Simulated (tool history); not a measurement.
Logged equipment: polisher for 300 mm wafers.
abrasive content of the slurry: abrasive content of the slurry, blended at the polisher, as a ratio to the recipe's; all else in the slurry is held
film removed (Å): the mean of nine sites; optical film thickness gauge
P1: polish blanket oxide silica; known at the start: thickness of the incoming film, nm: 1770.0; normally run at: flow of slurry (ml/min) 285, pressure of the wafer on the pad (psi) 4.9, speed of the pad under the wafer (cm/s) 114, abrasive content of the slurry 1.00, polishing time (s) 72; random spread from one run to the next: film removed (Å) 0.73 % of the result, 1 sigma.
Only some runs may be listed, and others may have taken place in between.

run	hour	flow of slurry (ml/min)	pressure of the wafer on the pad (psi)	speed of the pad under the wafer (cm/s)	abrasive content of the slurry	polishing time (s)	wafers polished on this pad	hours since the slurry nozzle was cleaned	hours since the head pressure was calibrated	hours since the slurry blender was calibrated	hours since the conditioning disc was replaced	film removed (Å)
1	7.3	285	4.9	114	1.00	72	499	190.3	131.7	86.5	126.2	3503.7
2	20.8	285	4.9	114	1.00	72	670	203.8	145.2	100.0	139.7	3481.3
3	31.4	285	4.9	66	1.00	72	805	214.4	155.8	110.6	150.3	2282.4
4	42.8	285	4.9	114	1.00	111	949	225.8	167.2	122.0	161.7	5424.2
5	51.9	450	4.9	114	1.00	72	1065	234.9	176.3	131.1	170.8	3634.8
6	63.6	285	6.4	114	1.00	94	1213	246.6	188.0	142.8	182.5	6025.7
7	74.4	285	4.9	114	1.00	39	1350	257.4	198.8	153.6	193.3	1903.4
# hour 77.8: conditioning disc replaced and pad reconditioned
8	89.4	285	4.9	114	1.00	72	1541	272.4	213.8	168.6	11.7	3558.3
9	104.5	285	4.9	150	1.00	72	1732	287.5	228.9	183.7	26.8	4324.8
10	116.4	285	3.5	114	1.00	72	1883	299.4	240.8	195.6	38.7	2517.4
11	130.5	285	4.9	114	1.30	72	2062	313.5	254.9	209.7	52.8	3895.3
12	139.8	285	4.9	114	1.00	72	2180	322.8	264.2	219.0	62.1	3510.3
13	150.1	285	6.5	114	1.00	72	2311	333.1	274.5	229.3	72.4	4735.5
14	165.1	170	4.9	114	1.00	72	2501	348.1	289.5	244.3	87.4	3266.0
15	175.3	360	4.9	162	1.00	72	2630	358.3	299.7	254.5	97.6	4733.8
16	191.1	285	4.9	114	1.00	72	2831	374.1	315.5	270.3	113.4	3522.8
17	200.1	285	4.9	114	1.00	72	2945	383.1	324.5	279.3	122.4	3498.0
18	210.2	285	4.9	154	0.65	72	3073	393.2	334.6	289.4	132.5	3583.7
19	223.5	285	4.9	114	0.50	72	3242	406.5	347.9	302.7	145.8	2403.3
20	238.5	285	4.9	114	1.00	72	3432	421.5	362.9	317.7	160.8	3520.1
21	251.0	285	4.9	114	1.00	72	3591	434.0	375.4	330.2	173.3	3512.7
22	259.0	285	4.9	114	1.00	72	3692	442.0	383.4	338.2	181.3	3416.4
23	268.4	285	4.9	114	1.00	72	3812	451.4	392.8	347.6	190.7	3332.9
24	281.2	285	4.9	114	1.00	72	3974	464.2	405.6	360.4	203.5	3209.7
25	294.3	285	4.9	114	1.00	72	4140	477.3	418.7	373.5	216.6	3139.9
# hour 295.9: worn pad replaced by a new one
# hour 298.0: conditioning disc replaced and pad reconditioned
26	305.8	285	4.9	114	1.00	72	125	488.8	430.2	385.0	7.9	3096.9
# hour 308.3: slurry nozzle cleaned
27	315.9	285	4.9	114	1.00	72	254	7.7	440.3	395.1	18.0	3142.3
28	327.1	285	4.9	114	1.00	72	396	18.9	451.5	406.3	29.2	3142.0
29	342.4	285	4.9	114	1.00	72	590	34.2	466.8	421.6	44.5	3140.8

Compared with where it was, what P1 gives has crept away. Each cause listed below fits the log as well as the rest, at the size given for it:
A: head's pressure below its setpoint, % = 11.3
B: abrasive missing from the slurry, % = 21.9
The drift started at roughly hour 251.0.
Why every other cause is out:
removal rate lost through wear of the pad, %: serviced at hour 295.9, after the change had begun; the process did not return to its earlier output
slurry flow missing at the pad, %: serviced at hour 308.3, after the change had begun; the process did not return to its earlier output
time polished since the conditioner stopped cutting, s: serviced at hour 298.0, after the change had begun; the process did not return to its earlier output

Below are 4 check runs, each averaged over 3 wafers, with their results shown as question marks. Which of them would give clearly different results depending on which cause is behind the drift?
check 1	357.7	285	4.9	114	0.55	72						?
check 2	357.7	190	4.9	114	1.00	107						?
check 3	357.7	170	4.9	148	1.00	72						?
check 4	357.7	230	4.9	114	1.00	39						?

Outcome of each check run for each possible cause:
check	result	if A	if B
check 1	film removed (Å)	2268.8	2188.2
check 2	film removed (Å)	4413.7	4413.5
check 3	film removed (Å)	3600.4	3600.2
check 4	film removed (Å)	1648.4	1648.3
Minimum pairwise separation of causes per check, each pair taken at its best-separating result: check 1 3.62 %; check 2 0.01 %; check 3 0.01 %; check 4 0.01 %
Only in check 1 would the causes give clearly different results; in the remaining checks their results would be nearly the same.

Here is what check 1 returned: film removed (Å) 2264.7. Which cause is it?

It is A: head's pressure below its setpoint, %.
